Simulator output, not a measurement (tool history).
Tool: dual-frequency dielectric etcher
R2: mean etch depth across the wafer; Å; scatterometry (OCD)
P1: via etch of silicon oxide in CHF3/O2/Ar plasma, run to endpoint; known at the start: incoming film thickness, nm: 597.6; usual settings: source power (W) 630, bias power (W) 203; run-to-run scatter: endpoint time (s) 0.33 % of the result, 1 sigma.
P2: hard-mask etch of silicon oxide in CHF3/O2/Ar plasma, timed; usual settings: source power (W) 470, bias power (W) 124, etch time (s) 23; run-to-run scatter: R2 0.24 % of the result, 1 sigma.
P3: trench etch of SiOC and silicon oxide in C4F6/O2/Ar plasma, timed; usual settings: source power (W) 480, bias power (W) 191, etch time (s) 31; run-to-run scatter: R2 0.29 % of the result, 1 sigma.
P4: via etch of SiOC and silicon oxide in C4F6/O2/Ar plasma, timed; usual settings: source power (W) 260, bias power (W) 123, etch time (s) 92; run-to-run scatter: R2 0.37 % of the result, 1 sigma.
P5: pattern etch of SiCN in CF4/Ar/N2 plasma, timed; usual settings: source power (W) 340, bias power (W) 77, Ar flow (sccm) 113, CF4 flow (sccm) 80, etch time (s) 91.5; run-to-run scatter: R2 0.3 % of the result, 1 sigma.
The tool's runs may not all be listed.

run 1 hour=5.8 | process_that_ran=P1 source_power_(W)=630 bias_power_(W)=203 | endpoint_time_(s)=285.03
run 2 hour=13.1 | process_that_ran=P4 source_power_(W)=260 bias_power_(W)=95 etch_time_(s)=92 | R2=704.48
run 3 hour=21.2 | process_that_ran=P3 source_power_(W)=350 bias_power_(W)=191 etch_time_(s)=31 | R2=581.94
run 4 hour=28.8 | process_that_ran=P3 source_power_(W)=480 bias_power_(W)=191 etch_time_(s)=31 | R2=657.31
run 5 hour=36.9 | process_that_ran=P5 source_power_(W)=340 bias_power_(W)=96 etch_time_(s)=91.5 Ar_flow_(sccm)=113 CF4_flow_(sccm)=80 | R2=664.84
run 6 hour=42.4 | process_that_ran=P2 source_power_(W)=470 bias_power_(W)=124 etch_time_(s)=33.5 | R2=538.45
run 7 hour=47.9 | process_that_ran=P2 source_power_(W)=470 bias_power_(W)=176 etch_time_(s)=23 | R2=416.47
run 8 hour=52.2 | process_that_ran=P4 source_power_(W)=260 bias_power_(W)=123 etch_time_(s)=92 | R2=760.55
run 9 hour=57.5 | process_that_ran=P2 source_power_(W)=470 bias_power_(W)=124 etch_time_(s)=23 | R2=370.98
run 10 hour=65.2 | process_that_ran=P5 source_power_(W)=340 bias_power_(W)=77 etch_time_(s)=91.5 Ar_flow_(sccm)=72 CF4_flow_(sccm)=80 | R2=653
run 11 hour=70.7 | process_that_ran=P5 source_power_(W)=420 bias_power_(W)=77 etch_time_(s)=91.5 Ar_flow_(sccm)=113 CF4_flow_(sccm)=80 | R2=739.05
run 12 hour=78.7 | process_that_ran=P1 source_power_(W)=630 bias_power_(W)=203 | endpoint_time_(s)=283.66
run 13 hour=85 | process_that_ran=P1 source_power_(W)=880 bias_power_(W)=276 | endpoint_time_(s)=225
-- hour=89.9 wet clean of the chamber
run 14 hour=91 | process_that_ran=P4 source_power_(W)=260 bias_power_(W)=123 etch_time_(s)=92 | R2=755.9
run 15 hour=96.1 | process_that_ran=P1 source_power_(W)=630 bias_power_(W)=288 | endpoint_time_(s)=250.27
run 16 hour=101.5 | process_that_ran=P3 source_power_(W)=480 bias_power_(W)=229 etch_time_(s)=31 | R2=696.54
run 17 hour=107.5 | process_that_ran=P1 source_power_(W)=630 bias_power_(W)=203 | endpoint_time_(s)=282.24
run 18 hour=111.8 | process_that_ran=P1 source_power_(W)=630 bias_power_(W)=124 | endpoint_time_(s)=334.26
run 19 hour=120 | process_that_ran=P5 source_power_(W)=340 bias_power_(W)=77 etch_time_(s)=91.5 Ar_flow_(sccm)=113 CF4_flow_(sccm)=106 | R2=639.55
run 20 hour=126.7 | process_that_ran=P1 source_power_(W)=630 bias_power_(W)=203 | endpoint_time_(s)=284.95
run 21 hour=135.1 | process_that_ran=P1 source_power_(W)=800 bias_power_(W)=203 | endpoint_time_(s)=259.13
run 22 hour=141.2 | process_that_ran=P1 source_power_(W)=480 bias_power_(W)=203 | endpoint_time_(s)=314.36
run 23 hour=145.9 | process_that_ran=P5 source_power_(W)=340 bias_power_(W)=77 etch_time_(s)=124.5 Ar_flow_(sccm)=113 CF4_flow_(sccm)=80 | R2=834.07
run 24 hour=152.9 | process_that_ran=P3 source_power_(W)=480 bias_power_(W)=191 etch_time_(s)=46 | R2=977.72
run 25 hour=159.9 | process_that_ran=P2 source_power_(W)=470 bias_power_(W)=124 etch_time_(s)=23 | R2=371.79
run 26 hour=163.8 | process_that_ran=P4 source_power_(W)=190 bias_power_(W)=123 etch_time_(s)=92 | R2=672.77
run 27 hour=170 | process_that_ran=P4 source_power_(W)=260 bias_power_(W)=123 etch_time_(s)=135 | R2=1119.4
-- hour=171.2 source power generator calibrated
run 28 hour=178.4 | process_that_ran=P5 source_power_(W)=340 bias_power_(W)=77 etch_time_(s)=91.5 Ar_flow_(sccm)=113 CF4_flow_(sccm)=80 | R2=615.9
run 29 hour=186.7 | process_that_ran=P1 source_power_(W)=630 bias_power_(W)=203 | endpoint_time_(s)=285.42
run 30 hour=192.2 | process_that_ran=P1 source_power_(W)=740 bias_power_(W)=139 | endpoint_time_(s)=300.26
run 31 hour=196.2 | process_that_ran=P2 source_power_(W)=620 bias_power_(W)=124 etch_time_(s)=23 | R2=413.65
run 32 hour=204.4 | process_that_ran=P1 source_power_(W)=630 bias_power_(W)=203 | endpoint_time_(s)=284.49
run 33 hour=212.6 | process_that_ran=P1 source_power_(W)=630 bias_power_(W)=203 | endpoint_time_(s)=285.91
run 34 hour=220.8 | process_that_ran=P1 source_power_(W)=630 bias_power_(W)=203 | endpoint_time_(s)=286.49
run 35 hour=225.4 | process_that_ran=P1 source_power_(W)=630 bias_power_(W)=203 | endpoint_time_(s)=287.32
run 36 hour=232.5 | process_that_ran=P1 source_power_(W)=630 bias_power_(W)=203 | endpoint_time_(s)=288.58
-- hour=235.3 wet clean of the chamber
run 37 hour=238.3 | process_that_ran=P1 source_power_(W)=630 bias_power_(W)=203 | endpoint_time_(s)=287.88
run 38 hour=245.3 | process_that_ran=P1 source_power_(W)=630 bias_power_(W)=203 | endpoint_time_(s)=288.34
run 39 hour=251.4 | process_that_ran=P1 source_power_(W)=630 bias_power_(W)=203 | endpoint_time_(s)=289.52
run 40 hour=257.5 | process_that_ran=P1 source_power_(W)=630 bias_power_(W)=203 | endpoint_time_(s)=287.54
run 41 hour=265 | process_that_ran=P1 source_power_(W)=630 bias_power_(W)=203 | endpoint_time_(s)=290.35
run 42 hour=273.3 | process_that_ran=P1 source_power_(W)=630 bias_power_(W)=203 | endpoint_time_(s)=288.53
run 43 hour=278.3 | process_that_ran=P1 source_power_(W)=630 bias_power_(W)=203 | endpoint_time_(s)=289.6

What P1 gives has crept away from where it was. These 2 causes fit the log equally well, each at the size given:
A: source power that arrives under what is set, % = 4.38
B: bias power that arrives under what is set, % = 4.86
The creep began at about hour 204.4.
Why every other cause is out:
chamber walls in a state that lowers the etch rate, %: serviced at hour 235.3, which brought nothing back

4 check runs are offered, one wafer each, their results left as question marks. Which one tells the causes apart?
run check 1 hour=283.3 | process_that_ran=P4 source_power_(W)=260 bias_power_(W)=123 etch_time_(s)=92 | R2=?
run check 2 hour=283.3 | process_that_ran=P5 source_power_(W)=340 bias_power_(W)=77 etch_time_(s)=91.5 Ar_flow_(sccm)=113 CF4_flow_(sccm)=80 | R2=?
run check 3 hour=283.3 | process_that_ran=P2 source_power_(W)=470 bias_power_(W)=124 etch_time_(s)=23 | R2=?
run check 4 hour=283.3 | process_that_ran=P3 source_power_(W)=480 bias_power_(W)=191 etch_time_(s)=31 | R2=?

What each check would give under each cause:
check=check_1 result=R2 if_A=745.61 if_B=747.42
check=check_2 result=R2 if_A=591.55 if_B=604.36
check=check_3 result=R2 if_A=364.54 if_B=365.18
check=check_4 result=R2 if_A=645.9 if_B=647.04
How far apart the two closest causes lie, in the result that separates them most: check 1 0.24 %; check 2 2.14 %; check 3 0.18 %; check 4 0.18 %
Check 2 tells the causes apart: in the others they would give nearly the same result.

Check 2 was then run and gave: R2 593.22 Å. Which cause is it?

It is A: source power that arrives under what is set, %.
